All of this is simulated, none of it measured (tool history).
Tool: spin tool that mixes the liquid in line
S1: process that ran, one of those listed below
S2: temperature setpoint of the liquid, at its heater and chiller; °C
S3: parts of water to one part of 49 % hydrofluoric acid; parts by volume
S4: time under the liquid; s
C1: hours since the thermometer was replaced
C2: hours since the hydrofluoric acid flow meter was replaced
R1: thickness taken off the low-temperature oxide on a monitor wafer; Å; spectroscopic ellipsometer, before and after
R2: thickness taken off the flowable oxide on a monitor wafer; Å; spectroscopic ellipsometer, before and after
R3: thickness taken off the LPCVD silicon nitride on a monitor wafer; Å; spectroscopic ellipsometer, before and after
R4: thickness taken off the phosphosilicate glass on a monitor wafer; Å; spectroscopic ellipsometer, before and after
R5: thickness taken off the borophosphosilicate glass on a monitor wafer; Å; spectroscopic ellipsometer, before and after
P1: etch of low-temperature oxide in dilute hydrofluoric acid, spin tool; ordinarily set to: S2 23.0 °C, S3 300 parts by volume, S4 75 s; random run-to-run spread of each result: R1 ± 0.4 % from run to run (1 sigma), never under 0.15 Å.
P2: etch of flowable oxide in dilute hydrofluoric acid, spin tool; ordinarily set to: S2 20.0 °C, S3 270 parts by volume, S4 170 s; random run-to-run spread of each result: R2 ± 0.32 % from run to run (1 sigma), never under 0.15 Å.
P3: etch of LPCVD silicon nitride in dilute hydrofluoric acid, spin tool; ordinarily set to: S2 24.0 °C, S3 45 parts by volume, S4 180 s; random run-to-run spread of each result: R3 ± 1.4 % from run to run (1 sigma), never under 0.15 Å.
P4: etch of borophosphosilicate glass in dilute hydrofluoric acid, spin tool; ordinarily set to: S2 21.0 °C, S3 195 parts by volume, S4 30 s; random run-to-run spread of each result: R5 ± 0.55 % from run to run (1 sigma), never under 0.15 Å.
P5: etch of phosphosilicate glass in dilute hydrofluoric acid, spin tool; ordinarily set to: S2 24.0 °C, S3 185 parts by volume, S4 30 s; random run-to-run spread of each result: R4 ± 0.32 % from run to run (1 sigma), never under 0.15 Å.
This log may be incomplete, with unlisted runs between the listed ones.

| run | hour | S1 | S2 | S3 | S4 | C1 | C2 | R1 | R2 | R3 | R4 | R5 |
|---|---|---|---|---|---|---|---|---|---|---|---|---|
| 1 | 13.9 | P1 | 23.0 | 300 | 75 | 817.3 | 593.9 | 67.632 |  |  |  |  |
| 2 | 31.5 | P2 | 26.5 | 270 | 170 | 834.9 | 611.5 |  | 199.63 |  |  |  |
| 3 | 49.0 | P1 | 23.0 | 300 | 75 | 852.4 | 629.0 | 67.269 |  |  |  |  |
| 4 | 67.2 | P3 | 17.0 | 45 | 180 | 870.6 | 647.2 |  |  | 11.942 |  |  |
| 5 | 77.1 | P2 | 20.0 | 270 | 170 | 880.5 | 657.1 |  | 158.72 |  |  |  |
| 6 | 94.3 | P2 | 20.0 | 270 | 335 | 897.7 | 674.3 |  | 313.71 |  |  |  |
| 7 | 104.5 | P3 | 24.0 | 45 | 300 | 907.9 | 684.5 |  |  | 32.635 |  |  |
| 8 | 123.2 | P1 | 23.0 | 535 | 45 | 926.6 | 703.2 | 18.633 |  |  |  |  |
| 9 | 131.9 | P5 | 31.5 | 185 | 30 | 935.3 | 711.9 |  |  |  | 309.71 |  |
| 10 | 148.3 | P1 | 17.0 | 150 | 75 | 951.7 | 728.3 | 124.560 |  |  |  |  |
| 11 | 165.2 | P1 | 23.0 | 300 | 15 | 968.6 | 745.2 | 13.488 |  |  |  |  |
|  | 179.7 | hydrofluoric acid flow meter replaced |
| 12 | 184.0 | P1 | 23.0 | 300 | 75 | 987.4 | 4.4 | 67.887 |  |  |  |  |
| 13 | 198.3 | P1 | 28.0 | 300 | 20 | 1001.7 | 18.7 | 21.722 |  |  |  |  |
| 14 | 216.6 | P4 | 17.0 | 195 | 30 | 1020.0 | 37.0 |  |  |  |  | 61.465 |
| 15 | 228.0 | P2 | 20.0 | 75 | 170 | 1031.4 | 48.4 |  | 703.13 |  |  |  |
| 16 | 239.5 | P5 | 24.0 | 80 | 30 | 1042.9 | 59.9 |  |  |  | 619.66 |  |
| 17 | 258.5 | P1 | 23.0 | 520 | 75 | 1061.9 | 78.9 | 32.501 |  |  |  |  |
| 18 | 272.0 | P1 | 23.0 | 85 | 75 | 1075.4 | 92.4 | 299.300 |  |  |  |  |
| 19 | 289.5 | P4 | 21.0 | 305 | 30 | 1092.9 | 109.9 |  |  |  |  | 41.749 |
| 20 | 300.1 | P1 | 23.0 | 300 | 150 | 1103.5 | 120.5 | 135.060 |  |  |  |  |
| 21 | 310.0 | P1 | 29.0 | 300 | 75 | 1113.4 | 130.4 | 83.413 |  |  |  |  |
| 22 | 319.0 | P5 | 24.0 | 185 | 30 | 1122.4 | 139.4 |  |  |  | 237.42 |  |
| 23 | 336.7 | P1 | 23.0 | 300 | 75 | 1140.1 | 157.1 | 66.851 |  |  |  |  |
|  | 346.7 | thermometer replaced |
| 24 | 353.0 | P3 | 24.0 | 70 | 180 | 6.4 | 173.4 |  |  | 12.664 |  |  |
| 25 | 362.7 | P4 | 21.0 | 195 | 30 | 16.1 | 183.1 |  |  |  |  | 72.079 |
| 26 | 379.7 | P1 | 17.0 | 300 | 75 | 33.1 | 200.1 | 54.222 |  |  |  |  |
| 27 | 395.2 | P1 | 23.0 | 300 | 75 | 48.6 | 215.6 | 67.390 |  |  |  |  |
| 28 | 413.3 | P4 | 21.0 | 195 | 15 | 66.7 | 233.7 |  |  |  |  | 36.508 |
| 29 | 421.9 | P5 | 24.0 | 185 | 30 | 75.3 | 242.3 |  |  |  | 236.48 |  |
| 30 | 435.7 | P5 | 24.0 | 185 | 55 | 89.1 | 256.1 |  |  |  | 437.96 |  |
| 31 | 446.2 | P3 | 24.0 | 45 | 180 | 99.6 | 266.6 |  |  | 19.646 |  |  |
| 32 | 464.0 | P1 | 23.0 | 300 | 75 | 117.4 | 284.4 | 67.339 |  |  |  |  |
| 33 | 479.9 | P1 | 23.0 | 300 | 75 | 133.3 | 300.3 | 67.088 |  |  |  |  |
| 34 | 489.1 | P1 | 23.0 | 300 | 75 | 142.5 | 309.5 | 68.390 |  |  |  |  |

Run 35, settings as shown, results not yet in. Your forecast:
| 35 | 505.9 | P1 | 23.0 | 300 | 75 | 159.3 | 326.3 | ? |  |  |  |  |

Run 35 produced R1 69.502 Å.

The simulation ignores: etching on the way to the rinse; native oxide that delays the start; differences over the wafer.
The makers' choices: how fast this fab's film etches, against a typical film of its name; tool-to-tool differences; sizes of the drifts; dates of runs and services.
